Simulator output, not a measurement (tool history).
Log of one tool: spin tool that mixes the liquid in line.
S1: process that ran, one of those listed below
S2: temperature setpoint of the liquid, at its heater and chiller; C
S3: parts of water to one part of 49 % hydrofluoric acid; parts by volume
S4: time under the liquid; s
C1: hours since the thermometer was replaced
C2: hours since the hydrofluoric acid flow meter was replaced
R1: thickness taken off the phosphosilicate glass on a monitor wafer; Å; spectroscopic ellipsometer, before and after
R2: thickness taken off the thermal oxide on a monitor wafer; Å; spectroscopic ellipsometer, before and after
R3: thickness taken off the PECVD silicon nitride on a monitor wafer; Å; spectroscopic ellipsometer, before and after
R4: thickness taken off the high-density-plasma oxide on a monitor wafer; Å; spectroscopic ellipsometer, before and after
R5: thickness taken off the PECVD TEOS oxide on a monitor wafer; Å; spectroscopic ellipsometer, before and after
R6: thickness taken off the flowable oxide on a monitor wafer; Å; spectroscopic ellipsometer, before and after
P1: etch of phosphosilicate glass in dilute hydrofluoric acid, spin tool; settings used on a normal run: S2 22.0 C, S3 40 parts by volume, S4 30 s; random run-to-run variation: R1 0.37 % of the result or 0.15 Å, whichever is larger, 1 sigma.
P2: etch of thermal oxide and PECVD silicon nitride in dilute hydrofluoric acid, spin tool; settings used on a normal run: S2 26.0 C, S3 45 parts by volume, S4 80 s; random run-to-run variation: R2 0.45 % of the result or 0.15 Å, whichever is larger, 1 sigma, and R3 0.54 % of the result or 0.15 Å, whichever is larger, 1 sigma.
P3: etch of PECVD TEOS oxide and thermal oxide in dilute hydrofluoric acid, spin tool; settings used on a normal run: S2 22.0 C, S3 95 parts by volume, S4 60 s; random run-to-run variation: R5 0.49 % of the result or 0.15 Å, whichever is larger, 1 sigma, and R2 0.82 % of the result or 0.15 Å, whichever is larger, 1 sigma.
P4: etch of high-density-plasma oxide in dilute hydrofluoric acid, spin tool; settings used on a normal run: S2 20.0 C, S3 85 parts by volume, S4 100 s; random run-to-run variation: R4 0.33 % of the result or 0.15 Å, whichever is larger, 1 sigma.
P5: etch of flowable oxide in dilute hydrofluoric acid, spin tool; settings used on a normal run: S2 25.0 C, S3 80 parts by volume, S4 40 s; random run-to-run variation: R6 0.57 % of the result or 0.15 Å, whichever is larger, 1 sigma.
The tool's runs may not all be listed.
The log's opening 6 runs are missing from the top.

run   hour  S1    S2   S3   S4      C1     C2       R1        R2      R3       R4      R5       R6
  7   78.2  P3  22.0   95   60  1986.1  685.1            26.2150                   50.626
  8   93.6  P5  20.0   80   40  2001.5  700.5                                              105.600
  9  105.6  P1  22.0   60   50  2013.5  712.5  1232.40
 10  119.3  P1  22.0   40   30  2027.2  726.2  1136.00
 11  133.5  P1  22.0   60   60  2041.4  740.4  1485.70
 12  144.1  P4  20.0   85  100  2052.0  751.0                              92.618
 13  156.3  P1  22.0   55   60  2064.2  763.2  1623.30
 14  163.9  P2  26.0   45   80  2071.8  770.8           101.8100  75.985
 15  175.1  P4  20.0   85  100  2083.0  782.0                              92.470
 16  188.3  P2  26.0   45   80  2096.2  795.2           101.9700  76.276
 17  202.4  P5  25.0   30   40  2110.3  809.3                                              369.310
 18  213.3  P1  22.0   40   30  2121.2  820.2  1138.00
 19  226.4  P5  25.0   80   40  2134.3  833.3                                              128.720
 20  237.0  P1  22.0   40   30  2144.9  843.9  1145.20
 21  249.0  P2  26.0   70   80  2156.9  855.9            62.7140  49.306
 22  263.2  P3  22.0  155   60  2171.1  870.1            14.9080                   28.846
 23  275.7  P1  22.0   40   15  2183.6  882.6   569.61
 24  290.3  P3  18.0   95   60  2198.2  897.2            22.4760                   42.447
 25  305.7  P1  22.0   65   30  2213.6  912.6   675.41
 26  316.1  P1  30.0   40   30  2224.0  923.0  1573.10
 27  324.5  P2  18.5   45   80  2232.4  931.4            73.9260  45.525
 28  333.3  P5  25.0   80   20  2241.2  940.2                                               64.521
 29  345.5  P4  25.0   85  100  2253.4  952.4                             113.610
 30  353.0  P1  18.0   40   30  2260.9  959.9   961.27

What will run 31 give?
 31  361.4  P5  25.0  80  40  2269.3  968.3                       ?

{"run 31": {"R6": 129.92}}
